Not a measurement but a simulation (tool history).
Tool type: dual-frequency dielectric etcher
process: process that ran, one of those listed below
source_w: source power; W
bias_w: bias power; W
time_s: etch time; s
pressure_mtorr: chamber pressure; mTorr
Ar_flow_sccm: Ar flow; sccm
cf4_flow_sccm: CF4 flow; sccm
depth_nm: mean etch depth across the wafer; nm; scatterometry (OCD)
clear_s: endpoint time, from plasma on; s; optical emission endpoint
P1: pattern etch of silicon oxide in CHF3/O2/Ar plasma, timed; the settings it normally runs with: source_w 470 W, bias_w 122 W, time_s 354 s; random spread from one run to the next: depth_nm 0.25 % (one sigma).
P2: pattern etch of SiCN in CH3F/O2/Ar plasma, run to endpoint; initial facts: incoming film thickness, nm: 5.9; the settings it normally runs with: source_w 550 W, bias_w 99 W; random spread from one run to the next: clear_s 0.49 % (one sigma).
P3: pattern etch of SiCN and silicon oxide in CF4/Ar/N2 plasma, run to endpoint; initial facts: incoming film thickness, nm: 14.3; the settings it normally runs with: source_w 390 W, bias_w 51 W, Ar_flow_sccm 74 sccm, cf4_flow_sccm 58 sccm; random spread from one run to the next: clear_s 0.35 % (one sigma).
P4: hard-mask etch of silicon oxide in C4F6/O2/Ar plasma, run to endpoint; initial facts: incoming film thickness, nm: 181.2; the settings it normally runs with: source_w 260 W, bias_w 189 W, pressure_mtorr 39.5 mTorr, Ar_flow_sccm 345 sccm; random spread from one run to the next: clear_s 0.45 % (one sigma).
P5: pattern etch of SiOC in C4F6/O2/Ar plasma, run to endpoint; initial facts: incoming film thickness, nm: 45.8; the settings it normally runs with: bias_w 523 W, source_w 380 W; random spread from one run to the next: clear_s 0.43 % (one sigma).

run,day,process,source_w,bias_w,time_s,pressure_mtorr,Ar_flow_sccm,cf4_flow_sccm,hours since the last wet clean,hours since the last source power generator calibration,hours since the last bias power generator calibration,depth_nm,clear_s
1,0.125,P1,470,122,354,,,,84.3,1306.9,1139.2,552,
2,0.308,P4,260,189,,49,345,,88.7,1311.3,1143.6,,71.016
3,0.471,P2,770,99,,,,,92.6,1315.2,1147.5,,11.004
4,0.704,P5,540,523,,,,,98.2,1320.8,1153.1,,13.481
5,0.917,P3,390,51,,,54,58,103.3,1325.9,1158.2,,19.739
6,1.104,P3,390,51,,,74,75,107.8,1330.4,1162.7,,20.177
7,1.288,P1,470,122,465,,,,112.2,1334.8,1167.1,724.55,
8,1.404,P3,390,32,,,74,58,115,1337.6,1169.9,,23.923
9,1.621,P1,470,122,354,,,,120.2,1342.8,1175.1,552.16,
10,1.821,P4,260,189,,39.5,483,,125,1347.6,1179.9,,71.678
11,1.946,P1,470,74,354,,,,128,1350.6,1182.9,477.92,
12,2.158,P4,320,189,,39.5,345,,133.1,1355.7,1188,,63.654
13,2.354,P1,470,122,354,,,,137.8,1360.4,1192.7,552.4,
14,2.462,P1,470,122,354,,,,140.4,1363,1195.3,552.18,
15,2.642,P4,260,189,,39.5,345,,144.7,1367.3,1199.6,,68.695
16,2.758,P4,260,236,,39.5,345,,147.5,1370.1,1202.4,,63.892
# day 2.8: bias power generator calibrated
17,2.904,P2,550,99,,,,,151,1373.6,2.6,,12.471
18,3.112,P1,470,122,218,,,,156,1378.6,7.6,339.52,
19,3.325,P3,560,51,,,74,58,161.1,1383.7,12.7,,15.082
20,3.438,P5,380,523,,,,,163.8,1386.4,15.4,,15.262
21,3.571,P2,550,139,,,,,167,1389.6,18.6,,10.877
22,3.688,P1,470,168,354,,,,169.8,1392.4,21.4,613.07,
23,3.904,P1,470,122,354,,,,175,1397.6,26.6,551.34,
24,4.079,P1,300,122,354,,,,179.2,1401.8,30.8,463.55,
25,4.312,P1,470,122,354,,,,184.8,1407.4,36.4,552.67,
26,4.425,P5,380,700,,,,,187.5,1410.1,39.1,,13.788
# day 4.638: source power generator calibrated
27,4.65,P2,550,99,,,,,192.9,0.4,44.5,,12.371
28,4.804,P3,390,51,,,74,58,196.6,4.1,48.2,,21.003
29,4.958,P5,380,523,,,,,200.3,7.8,51.9,,15.384
30,5.112,P1,640,122,354,,,,204,11.5,55.6,624.57,
31,5.338,P1,320,102,354,,,,209.4,16.9,61,451.02,
32,5.558,P4,260,189,,39.5,345,,214.7,22.2,66.3,,68.709
33,5.775,P1,470,122,354,,,,219.9,27.4,71.5,549.88,
34,5.933,P1,470,122,354,,,,223.7,31.2,75.3,549.1,
35,6.046,P1,470,122,354,,,,226.4,33.9,78,547.38,
36,6.175,P1,470,122,354,,,,229.5,37,81.1,546.7,
37,6.338,P1,470,122,354,,,,233.4,40.9,85,545.23,
38,6.558,P1,470,122,354,,,,238.7,46.2,90.3,543.81,
# day 6.625: wet clean of the chamber
39,6.679,P1,470,122,354,,,,1.3,49.1,93.2,543.36,
40,6.858,P1,470,122,354,,,,5.6,53.4,97.5,544.96,
41,6.979,P1,470,122,354,,,,8.5,56.3,100.4,545.08,

The log shows P1 creeping away from where it was. Any of the 2 causes listed here, at the size stated for it, fits the log just as well as the others:
A: bias power that arrives under what is set, % = 4.67
B: source power that arrives under what is set, % = 3.77
The process output started creeping at around day 5.775.
Ruled out, with reasons:
chamber walls in a state that lowers the etch rate, %: its service at day 6.625 followed the start of the drift and did not put the process back to its old value

4 check runs are offered, each on 2 wafers whose results are averaged, their results left as question marks. Which one tells the causes apart?
check 1,7.1,P2,760,99,,,,,,,,,?
check 2,7.1,P5,470,609,,,,,,,,,?
check 3,7.1,P4,260,223,,39.5,345,,,,,,?
check 4,7.1,P3,390,32,,,59,58,,,,,?

What every check run would give for each of its results, assuming each possible cause in turn:
check,result,if A,if B
check 1,clear_s,11.244,11.212
check 2,clear_s,13.624,13.569
check 3,clear_s,66.259,66.158
check 4,clear_s,23.258,23.79
Smallest distance between any two causes, each pair judged by its most separating result, in per cent: check 1 0.28 %; check 2 0.41 %; check 3 0.15 %; check 4 2.26 %
The other checks would show nearly matching results whichever cause is true, so check 4 is the only one that separates the causes.

Running check 4 produced the following: clear_s 23.665 s. Which one of the listed causes fits?

The correct cause is B, namely: source power that arrives under what is set, %.
